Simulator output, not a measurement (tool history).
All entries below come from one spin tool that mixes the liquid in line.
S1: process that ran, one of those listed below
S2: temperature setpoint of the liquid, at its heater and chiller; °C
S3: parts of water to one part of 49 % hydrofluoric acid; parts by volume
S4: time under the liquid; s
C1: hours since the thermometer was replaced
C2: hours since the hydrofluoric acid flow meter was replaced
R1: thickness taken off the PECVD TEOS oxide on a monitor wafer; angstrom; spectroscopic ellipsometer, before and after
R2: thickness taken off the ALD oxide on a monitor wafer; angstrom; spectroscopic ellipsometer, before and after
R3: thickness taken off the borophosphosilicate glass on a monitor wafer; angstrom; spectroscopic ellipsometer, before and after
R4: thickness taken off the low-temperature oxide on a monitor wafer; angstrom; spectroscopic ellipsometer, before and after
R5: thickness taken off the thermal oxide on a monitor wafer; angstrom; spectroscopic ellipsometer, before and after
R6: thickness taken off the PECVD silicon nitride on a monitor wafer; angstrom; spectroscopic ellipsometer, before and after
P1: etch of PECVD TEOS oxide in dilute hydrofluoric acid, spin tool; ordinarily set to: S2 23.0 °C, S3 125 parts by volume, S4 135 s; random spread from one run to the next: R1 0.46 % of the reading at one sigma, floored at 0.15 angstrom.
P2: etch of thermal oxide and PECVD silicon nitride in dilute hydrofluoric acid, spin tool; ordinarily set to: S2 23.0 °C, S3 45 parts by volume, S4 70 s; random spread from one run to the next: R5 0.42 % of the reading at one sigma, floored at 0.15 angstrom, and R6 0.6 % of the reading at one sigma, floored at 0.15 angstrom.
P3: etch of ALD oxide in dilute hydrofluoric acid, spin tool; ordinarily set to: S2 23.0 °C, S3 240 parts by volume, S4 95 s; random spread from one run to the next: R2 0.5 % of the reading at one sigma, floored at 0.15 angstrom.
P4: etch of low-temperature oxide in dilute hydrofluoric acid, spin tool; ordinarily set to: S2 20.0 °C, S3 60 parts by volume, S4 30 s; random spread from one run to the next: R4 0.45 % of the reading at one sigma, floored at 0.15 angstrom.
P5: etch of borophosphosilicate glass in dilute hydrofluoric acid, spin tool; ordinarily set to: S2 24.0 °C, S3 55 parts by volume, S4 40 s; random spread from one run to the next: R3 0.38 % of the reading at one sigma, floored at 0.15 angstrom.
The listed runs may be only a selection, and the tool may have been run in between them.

run 1 hour=6.7 | S1=P1 S2=23.0 S3=125 S4=135 | C1=794.4 C2=415.6 | R1=172.510
run 2 hour=14.6 | S1=P1 S2=17.0 S3=125 S4=135 | C1=802.3 C2=423.5 | R1=134.770
run 3 hour=20.3 | S1=P1 S2=23.0 S3=205 S4=135 | C1=808.0 C2=429.2 | R1=96.678
run 4 hour=26.8 | S1=P3 S2=23.0 S3=430 S4=95 | C1=814.5 C2=435.7 | R2=32.469
run 5 hour=35.6 | S1=P3 S2=18.0 S3=240 S4=95 | C1=823.3 C2=444.5 | R2=57.338
run 6 hour=42.2 | S1=P5 S2=24.0 S3=55 S4=40 | C1=829.9 C2=451.1 | R3=242.38
run 7 hour=48.4 | S1=P1 S2=23.0 S3=125 S4=135 | C1=836.1 C2=457.3 | R1=172.980
run 8 hour=58.0 | S1=P1 S2=23.0 S3=125 S4=135 | C1=845.7 C2=466.9 | R1=173.010
run 9 hour=66.5 | S1=P4 S2=20.0 S3=60 S4=30 | C1=854.2 C2=475.4 | R4=128.830
run 10 hour=73.3 | S1=P5 S2=32.5 S3=55 S4=40 | C1=861.0 C2=482.2 | R3=337.39
run 11 hour=78.4 | S1=P4 S2=20.0 S3=105 S4=30 | C1=866.1 C2=487.3 | R4=69.804
run 12 hour=86.8 | S1=P1 S2=23.0 S3=125 S4=135 | C1=874.5 C2=495.7 | R1=174.020
run 13 hour=94.7 | S1=P5 S2=24.0 S3=55 S4=60 | C1=882.4 C2=503.6 | R3=361.03
run 14 hour=100.2 | S1=P1 S2=23.0 S3=125 S4=135 | C1=887.9 C2=509.1 | R1=172.400
run 15 hour=104.8 | S1=P1 S2=17.5 S3=125 S4=200 | C1=892.5 C2=513.7 | R1=204.430
run 16 hour=109.3 | S1=P5 S2=24.0 S3=55 S4=40 | C1=897.0 C2=518.2 | R3=241.87
run 17 hour=113.9 | S1=P4 S2=17.0 S3=60 S4=30 | C1=901.6 C2=522.8 | R4=113.490
run 18 hour=120.4 | S1=P5 S2=24.0 S3=95 S4=40 | C1=908.1 C2=529.3 | R3=132.84
run 19 hour=129.4 | S1=P2 S2=30.5 S3=45 S4=70 | C1=917.1 C2=538.3 | R5=103.580 R6=72.074
run 20 hour=135.5 | S1=P2 S2=23.0 S3=45 S4=40 | C1=923.2 C2=544.4 | R5=44.262 R6=25.307
run 21 hour=143.7 | S1=P1 S2=23.0 S3=125 S4=135 | C1=931.4 C2=552.6 | R1=171.920
run 22 hour=148.1 | S1=P1 S2=28.5 S3=175 S4=135 | C1=935.8 C2=557.0 | R1=142.000
run 23 hour=157.6 | S1=P3 S2=23.0 S3=240 S4=95 | C1=945.3 C2=566.5 | R2=68.880
run 24 hour=161.9 | S1=P3 S2=23.0 S3=240 S4=15 | C1=949.6 C2=570.8 | R2=10.786
run 25 hour=169.9 | S1=P1 S2=23.0 S3=60 S4=135 | C1=957.6 C2=578.8 | R1=389.060
run 26 hour=176.1 | S1=P4 S2=20.0 S3=60 S4=55 | C1=963.8 C2=585.0 | R4=234.980
run 27 hour=181.2 | S1=P1 S2=23.0 S3=125 S4=265 | C1=968.9 C2=590.1 | R1=338.440
run 28 hour=187.9 | S1=P2 S2=23.0 S3=45 S4=70 | C1=975.6 C2=596.8 | R5=76.567 R6=44.550
run 29 hour=193.6 | S1=P2 S2=23.0 S3=70 S4=70 | C1=981.3 C2=602.5 | R5=47.888 R6=28.494
run 30 hour=200.2 | S1=P1 S2=23.0 S3=125 S4=15 | C1=987.9 C2=609.1 | R1=19.367
run 31 hour=206.7 | S1=P1 S2=30.5 S3=125 S4=135 | C1=994.4 C2=615.6 | R1=227.300
run 32 hour=212.9 | S1=P1 S2=23.0 S3=125 S4=135 | C1=1000.6 C2=621.8 | R1=170.030
run 33 hour=222.6 | S1=P1 S2=23.0 S3=125 S4=135 | C1=1010.3 C2=631.5 | R1=166.850
run 34 hour=229.8 | S1=P1 S2=23.0 S3=125 S4=135 | C1=1017.5 C2=638.7 | R1=164.220
run 35 hour=238.5 | S1=P1 S2=23.0 S3=125 S4=135 | C1=1026.2 C2=647.4 | R1=161.520
run 36 hour=243.8 | S1=P1 S2=23.0 S3=125 S4=135 | C1=1031.5 C2=652.7 | R1=160.370
run 37 hour=252.6 | S1=P1 S2=23.0 S3=125 S4=135 | C1=1040.3 C2=661.5 | R1=161.310
run 38 hour=257.5 | S1=P1 S2=23.0 S3=125 S4=135 | C1=1045.2 C2=666.4 | R1=159.550
run 39 hour=262.0 | S1=P1 S2=23.0 S3=125 S4=135 | C1=1049.7 C2=670.9 | R1=160.510
run 40 hour=267.3 | S1=P1 S2=23.0 S3=125 S4=135 | C1=1055.0 C2=676.2 | R1=158.770
run 41 hour=273.2 | S1=P1 S2=23.0 S3=125 S4=135 | C1=1060.9 C2=682.1 | R1=158.320
run 42 hour=277.7 | S1=P1 S2=23.0 S3=125 S4=135 | C1=1065.4 C2=686.6 | R1=160.460
run 43 hour=285.9 | S1=P1 S2=23.0 S3=125 S4=135 | C1=1073.6 C2=694.8 | R1=159.350

The output of P1 has drifted from where it used to be. Each of the 2 causes below, taken at the size shown beside it, accounts for the log equally well:
A: liquid colder than its thermometer reads (K) = 1.97
B: hydrofluoric acid flow below the setpoint (%) = 6.57
The creep began at about hour 212.9.

Consider the 4 single-wafer check runs listed below, results given as question marks: which one distinguishes between the causes by giving clearly different results for each?
run check 1 hour=294.1 | S1=P4 S2=20.0 S3=60 S4=30 | R4=?
run check 2 hour=294.1 | S1=P5 S2=24.0 S3=55 S4=40 | R3=?
run check 3 hour=294.1 | S1=P2 S2=23.0 S3=45 S4=70 | R5=? R6=?
run check 4 hour=294.1 | S1=P3 S2=23.0 S3=240 S4=95 | R2=?

Check results expected under each cause:
check=check_1 result=R4 if_A=118.450 if_B=119.740
check=check_2 result=R3 if_A=222.35 if_B=224.21
check=check_3 result=R5 if_A=70.729 if_B=71.490
check=check_3 result=R6 if_A=38.670 if_B=41.429
check=check_4 result=R2 if_A=63.922 if_B=63.146
Per-check spread between the two closest causes, in the result where they differ most: check 1 1.08 %; check 2 0.83 %; check 3 6.89 %; check 4 1.22 %
Check 3 tells the causes apart: in the others they would give nearly the same result.

Check 3 was carried out, with these results: R5 71.430 angstrom; R6 41.989 angstrom. Which of the listed causes is responsible?

The cause is B: hydrofluoric acid flow below the setpoint (%).
